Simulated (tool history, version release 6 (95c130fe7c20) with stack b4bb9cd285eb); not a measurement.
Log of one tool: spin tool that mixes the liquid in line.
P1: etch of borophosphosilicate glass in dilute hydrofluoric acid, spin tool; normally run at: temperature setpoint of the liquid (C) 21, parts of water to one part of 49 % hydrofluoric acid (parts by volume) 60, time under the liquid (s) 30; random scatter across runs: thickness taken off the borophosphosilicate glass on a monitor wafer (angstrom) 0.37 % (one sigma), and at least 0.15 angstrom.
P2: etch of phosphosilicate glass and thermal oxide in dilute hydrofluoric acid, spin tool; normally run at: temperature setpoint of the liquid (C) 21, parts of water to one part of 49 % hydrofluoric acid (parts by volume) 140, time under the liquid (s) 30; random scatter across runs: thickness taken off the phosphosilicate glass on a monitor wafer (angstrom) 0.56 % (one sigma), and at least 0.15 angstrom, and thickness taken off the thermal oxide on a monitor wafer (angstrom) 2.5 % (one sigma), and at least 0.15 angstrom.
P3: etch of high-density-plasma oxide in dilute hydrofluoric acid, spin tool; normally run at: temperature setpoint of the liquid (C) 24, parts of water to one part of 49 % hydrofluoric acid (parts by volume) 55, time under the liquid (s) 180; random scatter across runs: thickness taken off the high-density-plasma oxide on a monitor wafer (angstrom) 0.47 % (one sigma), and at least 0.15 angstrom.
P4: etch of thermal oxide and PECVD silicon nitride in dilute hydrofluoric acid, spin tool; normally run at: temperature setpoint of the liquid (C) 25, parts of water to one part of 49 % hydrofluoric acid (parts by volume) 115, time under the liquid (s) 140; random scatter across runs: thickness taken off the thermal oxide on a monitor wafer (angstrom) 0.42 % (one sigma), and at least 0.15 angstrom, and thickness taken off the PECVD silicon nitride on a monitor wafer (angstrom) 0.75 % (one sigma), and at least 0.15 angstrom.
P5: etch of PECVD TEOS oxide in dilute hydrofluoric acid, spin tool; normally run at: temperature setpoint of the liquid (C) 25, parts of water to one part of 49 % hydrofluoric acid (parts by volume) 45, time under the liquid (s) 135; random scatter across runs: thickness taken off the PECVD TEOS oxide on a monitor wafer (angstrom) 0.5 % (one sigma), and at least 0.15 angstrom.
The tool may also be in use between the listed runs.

| run | hour | process that ran | temperature setpoint of the liquid (C) | parts of water to one part of 49 % hydrofluoric acid (parts by volume) | time under the liquid (s) | hours since the thermometer was replaced | hours since the hydrofluoric acid flow meter was replaced | thickness taken off the borophosphosilicate glass on a monitor wafer (angstrom) | thickness taken off the PECVD TEOS oxide on a monitor wafer (angstrom) | thickness taken off the high-density-plasma oxide on a monitor wafer (angstrom) | thickness taken off the thermal oxide on a monitor wafer (angstrom) | thickness taken off the PECVD silicon nitride on a monitor wafer (angstrom) | thickness taken off the phosphosilicate glass on a monitor wafer (angstrom) |
|---|---|---|---|---|---|---|---|---|---|---|---|---|---|
| 1 | 9.7 | P1 | 21 | 60 | 30 | 1832.9 | 1784.5 | 402.12 |  |  |  |  |  |
| 2 | 19.1 | P5 | 25 | 20 | 135 | 1842.3 | 1793.9 |  | 948.36 |  |  |  |  |
| 3 | 29.2 | P3 | 24 | 20 | 180 | 1852.4 | 1804 |  |  | 625.39 |  |  |  |
| 4 | 40.7 | P4 | 25 | 115 | 140 | 1863.9 | 1815.5 |  |  |  | 58.421 | 36.703 |  |
| 5 | 46.1 | P5 | 25 | 45 | 135 | 1869.3 | 1820.9 |  | 407.26 |  |  |  |  |
| 6 | 55.5 | P1 | 21 | 60 | 30 | 1878.7 | 1830.3 | 402.53 |  |  |  |  |  |
| 7 | 62.3 | P3 | 24 | 55 | 180 | 1885.5 | 1837.1 |  |  | 217.35 |  |  |  |
| 8 | 72 | P4 | 25 | 20 | 140 | 1895.2 | 1846.8 |  |  |  | 380.67 | 202.27 |  |
| 9 | 79.1 | P1 | 21 | 20 | 30 | 1902.3 | 1853.9 | 1270.2 |  |  |  |  |  |
| 10 | 89.1 | P2 | 21 | 70 | 30 | 1912.3 | 1863.9 |  |  |  | 19.078 |  | 743.55 |
| 11 | 94.6 | P2 | 17 | 140 | 30 | 1917.8 | 1869.4 |  |  |  | 7.3081 |  | 295.73 |
| 12 | 104.8 | P1 | 26.5 | 60 | 50 | 1928 | 1879.6 | 846.7 |  |  |  |  |  |
| 13 | 113.3 | P1 | 17 | 85 | 30 | 1936.5 | 1888.1 | 232.22 |  |  |  |  |  |
| 14 | 122.6 | P3 | 24 | 55 | 280 | 1945.8 | 1897.4 |  |  | 339.04 |  |  |  |
| 15 | 132.3 | P1 | 21 | 60 | 15 | 1955.5 | 1907.1 | 203.17 |  |  |  |  |  |
| 16 | 141 | P1 | 17 | 60 | 30 | 1964.2 | 1915.8 | 340.58 |  |  |  |  |  |
| 17 | 148.9 | P4 | 33.5 | 115 | 140 | 1972.1 | 1923.7 |  |  |  | 80.657 | 61.643 |  |
| 18 | 159.8 | P1 | 21 | 20 | 15 | 1983 | 1934.6 | 637.47 |  |  |  |  |  |
| 19 | 168.6 | P4 | 25 | 115 | 255 | 1991.8 | 1943.4 |  |  |  | 106.28 | 66.264 |  |
| 20 | 179.8 | P2 | 21 | 140 | 45 | 2003 | 1954.6 |  |  |  | 12.21 |  | 521.6 |
| 21 | 189.9 | P5 | 25 | 45 | 135 | 2013.1 | 1964.7 |  | 408.2 |  |  |  |  |
| 22 | 200.8 | P1 | 21 | 105 | 30 | 2024 | 1975.6 | 220.47 |  |  |  |  |  |
| 23 | 212.6 | P1 | 21 | 60 | 65 | 2035.8 | 1987.4 | 876.37 |  |  |  |  |  |
| 24 | 218.9 | P3 | 17 | 55 | 180 | 2042.1 | 1993.7 |  |  | 162.35 |  |  |  |
| 25 | 228.6 | P1 | 26 | 60 | 30 | 2051.8 | 2003.4 | 499.75 |  |  |  |  |  |
| 26 | 239.4 | P1 | 21 | 60 | 30 | 2062.6 | 2014.2 | 404.36 |  |  |  |  |  |
| 27 | 251.6 | P5 | 25 | 45 | 60 | 2074.8 | 2026.4 |  | 181.93 |  |  |  |  |
| 28 | 262.8 | P1 | 21 | 60 | 30 | 2086 | 2037.6 | 406.5 |  |  |  |  |  |
| 29 | 269.1 | P4 | 25 | 115 | 140 | 2092.3 | 2043.9 |  |  |  | 58.797 | 36.263 |  |
| 30 | 276.8 | P2 | 21 | 140 | 30 | 2100 | 2051.6 |  |  |  | 8.3398 |  | 347.52 |
| 31 | 288.3 | P1 | 21 | 60 | 30 | 2111.5 | 2063.1 | 407.5 |  |  |  |  |  |
| 32 | 294.2 | P3 | 24 | 55 | 180 | 2117.4 | 2069 |  |  | 218.64 |  |  |  |
| 33 | 305.7 | P5 | 20 | 45 | 135 | 2128.9 | 2080.5 |  | 332.93 |  |  |  |  |
| 34 | 314 | P1 | 21 | 60 | 30 | 2137.2 | 2088.8 | 406.27 |  |  |  |  |  |
| 35 | 320.4 | P1 | 21 | 60 | 30 | 2143.6 | 2095.2 | 395.19 |  |  |  |  |  |
| 36 | 330.9 | P1 | 21 | 60 | 30 | 2154.1 | 2105.7 | 387.04 |  |  |  |  |  |
| 37 | 341.2 | P1 | 21 | 60 | 30 | 2164.4 | 2116 | 385.6 |  |  |  |  |  |
| 38 | 350.7 | P1 | 21 | 60 | 30 | 2173.9 | 2125.5 | 379.9 |  |  |  |  |  |
| 39 | 358.2 | P1 | 21 | 60 | 30 | 2181.4 | 2133 | 377.73 |  |  |  |  |  |
| 40 | 366.6 | P1 | 21 | 60 | 30 | 2189.8 | 2141.4 | 376.73 |  |  |  |  |  |
| 41 | 376.9 | P1 | 21 | 60 | 30 | 2200.1 | 2151.7 | 375.82 |  |  |  |  |  |
| 42 | 384.2 | P1 | 21 | 60 | 30 | 2207.4 | 2159 | 375.67 |  |  |  |  |  |
| 43 | 392.3 | P1 | 21 | 60 | 30 | 2215.5 | 2167.1 | 377.81 |  |  |  |  |  |
| 44 | 403.1 | P1 | 21 | 60 | 30 | 2226.3 | 2177.9 | 371.64 |  |  |  |  |  |
| 45 | 413.4 | P1 | 21 | 60 | 30 | 2236.6 | 2188.2 | 374.19 |  |  |  |  |  |

Something has made what P1 gives creep away from where it was; the 2 causes below, each at its own stated size, fit the log equally well:
A: hydrofluoric acid flow below the setpoint (%) = 7.14
B: liquid colder than its thermometer reads (K) = 1.9
The onset of the drift is placed at about hour 314.

Consider the 4 check runs below, whose results appear as question marks and each of which averages 2 wafers. Which one distinguishes the causes, in that each cause would give it a clearly different result?
| check 1 | 423.7 | P3 | 24 | 25 | 275 |  |  |  |  | ? |  |  |  |
| check 2 | 423.7 | P4 | 33 | 115 | 140 |  |  |  |  |  | ? | ? |  |
| check 3 | 423.7 | P5 | 22 | 25 | 135 |  |  |  | ? |  |  |  |  |
| check 4 | 423.7 | P2 | 17 | 75 | 30 |  |  |  |  |  | ? |  | ? |

Predicted outcomes, by check and by cause:
| check | result | if A | if B |
|---|---|---|---|
| check 1 | thickness taken off the high-density-plasma oxide on a monitor wafer (angstrom) | 706.74 | 704.04 |
| check 2 | thickness taken off the thermal oxide on a monitor wafer (angstrom) | 72.368 | 73.688 |
| check 2 | thickness taken off the PECVD silicon nitride on a monitor wafer (angstrom) | 55.966 | 53.736 |
| check 3 | thickness taken off the PECVD TEOS oxide on a monitor wafer (angstrom) | 615.44 | 612.28 |
| check 4 | thickness taken off the thermal oxide on a monitor wafer (angstrom) | 13.305 | 13.282 |
| check 4 | thickness taken off the phosphosilicate glass on a monitor wafer (angstrom) | 543.04 | 542.12 |
Per-check spread between the two closest causes, in the result where they differ most: check 1 0.38 %; check 2 4.07 %; check 3 0.51 %; check 4 0.17 %
The other checks would show nearly matching results whichever cause is true, so check 2 is the only one that separates the causes.

Running check 2 produced the following: thickness taken off the thermal oxide on a monitor wafer (angstrom) 73.833; thickness taken off the PECVD silicon nitride on a monitor wafer (angstrom) 53.765. Which one of the listed causes fits?

The correct cause is B, namely: liquid colder than its thermometer reads (K).

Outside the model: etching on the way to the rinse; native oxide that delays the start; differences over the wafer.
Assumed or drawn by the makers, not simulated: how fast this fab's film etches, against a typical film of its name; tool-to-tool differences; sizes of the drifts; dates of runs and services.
